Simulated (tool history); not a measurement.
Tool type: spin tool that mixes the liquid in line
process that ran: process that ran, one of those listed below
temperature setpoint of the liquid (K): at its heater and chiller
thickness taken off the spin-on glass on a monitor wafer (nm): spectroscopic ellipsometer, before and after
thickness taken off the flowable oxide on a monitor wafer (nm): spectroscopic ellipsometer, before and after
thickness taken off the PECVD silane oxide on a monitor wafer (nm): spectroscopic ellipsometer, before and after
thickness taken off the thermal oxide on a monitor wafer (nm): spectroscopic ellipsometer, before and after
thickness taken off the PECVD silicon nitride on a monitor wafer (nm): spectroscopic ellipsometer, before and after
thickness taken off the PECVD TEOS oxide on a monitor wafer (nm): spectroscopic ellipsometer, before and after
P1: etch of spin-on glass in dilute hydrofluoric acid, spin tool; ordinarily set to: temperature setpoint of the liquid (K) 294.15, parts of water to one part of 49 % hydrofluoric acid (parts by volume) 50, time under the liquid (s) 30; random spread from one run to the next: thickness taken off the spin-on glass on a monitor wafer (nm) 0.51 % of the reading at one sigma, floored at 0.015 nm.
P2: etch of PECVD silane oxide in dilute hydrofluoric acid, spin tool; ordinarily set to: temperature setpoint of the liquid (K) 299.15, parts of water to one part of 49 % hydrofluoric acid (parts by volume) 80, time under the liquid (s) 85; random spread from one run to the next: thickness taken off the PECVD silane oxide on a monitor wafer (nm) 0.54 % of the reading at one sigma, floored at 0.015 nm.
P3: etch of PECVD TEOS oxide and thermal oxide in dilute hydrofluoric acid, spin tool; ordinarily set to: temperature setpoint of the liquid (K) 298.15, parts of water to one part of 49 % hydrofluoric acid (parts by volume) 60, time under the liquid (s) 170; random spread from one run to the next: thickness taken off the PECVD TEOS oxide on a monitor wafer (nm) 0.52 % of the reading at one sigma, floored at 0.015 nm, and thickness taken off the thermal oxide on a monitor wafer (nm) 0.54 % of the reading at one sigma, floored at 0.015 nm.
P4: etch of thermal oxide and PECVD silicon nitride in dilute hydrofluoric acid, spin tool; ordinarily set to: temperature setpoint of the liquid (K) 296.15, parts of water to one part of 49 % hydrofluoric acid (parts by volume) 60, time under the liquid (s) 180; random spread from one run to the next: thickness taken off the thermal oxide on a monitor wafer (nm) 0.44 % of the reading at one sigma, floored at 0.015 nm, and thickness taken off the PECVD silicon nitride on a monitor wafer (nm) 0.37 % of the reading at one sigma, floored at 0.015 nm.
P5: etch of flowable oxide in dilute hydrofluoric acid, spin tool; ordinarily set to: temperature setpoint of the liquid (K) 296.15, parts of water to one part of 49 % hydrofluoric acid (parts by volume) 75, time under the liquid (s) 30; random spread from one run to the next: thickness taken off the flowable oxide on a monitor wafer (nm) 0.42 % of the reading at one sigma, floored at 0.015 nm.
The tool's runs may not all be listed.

run    day  process that ran  temperature setpoint of the liquid (K)  parts of water to one part of 49 % hydrofluoric acid (parts by volume)  time under the liquid (s)  thickness taken off the spin-on glass on a monitor wafer (nm)  thickness taken off the flowable oxide on a monitor wafer (nm)  thickness taken off the PECVD silane oxide on a monitor wafer (nm)  thickness taken off the thermal oxide on a monitor wafer (nm)  thickness taken off the PECVD silicon nitride on a monitor wafer (nm)  thickness taken off the PECVD TEOS oxide on a monitor wafer (nm)
  1  0.262                P1                                  294.15                                                                      50                         30                                                         11.829
  2  0.521                P5                                  290.15                                                                      75                         30                                                                                                                         11.988
  3  0.642                P2                                  299.15                                                                      80                         85                                                                                                                                                                                             28.602
  4  0.904                P1                                  294.15                                                                      80                         30                                                          7.143
  5  1.071                P4                                  296.15                                                                      60                        180                                                                                                                                                                                                                                                            14.483                                                                  8.772
  6  1.317                P2                                  299.15                                                                      80                         85                                                                                                                                                                                             28.512
     1.325  -- thermometer replaced
  7  1.588                P3                                  298.15                                                                      60                        170                                                                                                                                                                                                                                                            15.068                                                                                                                                   25.941
  8  1.812                P1                                  294.15                                                                      50                         30                                                         11.797
  9  1.992                P5                                  296.15                                                                      75                         30                                                                                                                          15.45
 10  2.146                P2                                  299.15                                                                      80                        155                                                                                                                                                                                             52.404
 11  2.383                P3                                  298.15                                                                      60                        300                                                                                                                                                                                                                                                            26.273                                                                                                                                   46.169
 12   2.65                P4                                  296.15                                                                      60                         20                                                                                                                                                                                                                                                             1.617                                                                0.96441
 13  2.925                P5                                  296.15                                                                      75                         60                                                                                                                         30.763
 14  3.196                P4                                  296.15                                                                      30                        180                                                                                                                                                                                                                                                            29.951                                                                 17.212
 15  3.475                P1                                  300.65                                                                      50                         30                                                         15.413
 16   3.65                P1                                  290.65                                                                      50                         15                                                         5.0933
 17  3.871                P3                                  292.65                                                                      60                        170                                                                                                                                                                                                                                                            11.921                                                                                                                                   20.707
 18  4.042                P1                                  290.15                                                                      85                         30                                                         5.6468
 19  4.238                P4                                  296.15                                                                      60                        180                                                                                                                                                                                                                                                            14.445                                                                 8.7265
 20  4.383                P1                                  294.15                                                                      20                         30                                                         31.022
 21  4.608                P2                                  299.15                                                                     115                         85                                                                                                                                                                                              18.92
 22   4.85                P4                                  301.15                                                                      60                        180                                                                                                                                                                                                                                                            17.794                                                                 12.196
 23  5.125                P1                                  294.15                                                                      50                         30                                                          11.83
 24  5.279                P5                                  296.15                                                                      75                         30                                                                                                                         15.593
 25  5.508                P1                                  294.15                                                                      50                         30                                                         11.864
 26  5.712                P1                                  294.15                                                                      50                         15                                                         5.9498
 27  5.933                P1                                  294.15                                                                      50                         60                                                         23.704
 28  6.088                P1                                  290.15                                                                      50                         30                                                         9.9303
 29  6.258                P5                                  296.15                                                                      40                         30                                                                                                                         30.241
 30  6.442                P3                                  298.15                                                                      85                        170                                                                                                                                                                                                                                                            10.156                                                                                                                                   17.723
 31  6.683                P2                                  306.15                                                                      80                         85                                                                                                                                                                                             37.309
 32  6.854                P1                                  294.15                                                                      50                         30                                                          11.92
 33  7.083                P1                                  294.15                                                                      50                         30                                                          12.39
 34  7.267                P1                                  294.15                                                                      50                         30                                                         12.912
 35  7.442                P1                                  294.15                                                                      50                         30                                                         12.878
 36    7.6                P1                                  294.15                                                                      50                         30                                                         13.064
 37  7.721                P1                                  294.15                                                                      50                         30                                                         13.107
 38  7.975                P1                                  294.15                                                                      50                         30                                                         13.199
 39  8.121                P1                                  294.15                                                                      50                         30                                                         13.119
 40  8.312                P1                                  294.15                                                                      50                         30                                                         13.086

What P1 gives has crept away from where it was. These 2 causes fit the log equally well, each at the size given:
A: liquid hotter than its thermometer reads (K) = 2.44
B: hydrofluoric acid flow above the setpoint (%) = 10.1
The process output started creeping at around day 6.854.

Question marks stand in for the results of the 4 check runs listed below, each run on one wafer. Under which run would the listed causes show clearly different results?
check 1  8.504                P5                                  296.15                                                                      75                         30                                                                                                                              ?
check 2  8.504                P3                                  298.15                                                                      60                        170                                                                                                                                                                                                                                                                 ?                                                                                                                                        ?
check 3  8.504                P4                                  296.15                                                                      60                        180                                                                                                                                                                                                                                                                 ?                                                                      ?
check 4  8.504                P2                                  299.15                                                                      80                         85                                                                                                                                                                                                  ?

Predicted outcomes, by check and by cause:
  check                                                                 result    if A    if B
check 1         thickness taken off the flowable oxide on a monitor wafer (nm)  17.107  17.219
check 2          thickness taken off the thermal oxide on a monitor wafer (nm)  16.417  16.511
check 2       thickness taken off the PECVD TEOS oxide on a monitor wafer (nm)  28.754  28.919
check 3          thickness taken off the thermal oxide on a monitor wafer (nm)  15.971  16.031
check 3  thickness taken off the PECVD silicon nitride on a monitor wafer (nm)  10.322    9.63
check 4     thickness taken off the PECVD silane oxide on a monitor wafer (nm)  31.374   31.71
Per check, the gap between the least separated pair of causes, taken in the result that splits them most: check 1 0.65 %; check 2 0.57 %; check 3 6.94 %; check 4 1.06 %
Only in check 3 would the causes give clearly different results; in the remaining checks their results would be nearly the same.

With check 3 done, the readings were: thickness taken off the thermal oxide on a monitor wafer (nm) 16.016; thickness taken off the PECVD silicon nitride on a monitor wafer (nm) 9.6745. Identify which of the listed causes applies.

Of the candidate causes, it is B: hydrofluoric acid flow above the setpoint (%).

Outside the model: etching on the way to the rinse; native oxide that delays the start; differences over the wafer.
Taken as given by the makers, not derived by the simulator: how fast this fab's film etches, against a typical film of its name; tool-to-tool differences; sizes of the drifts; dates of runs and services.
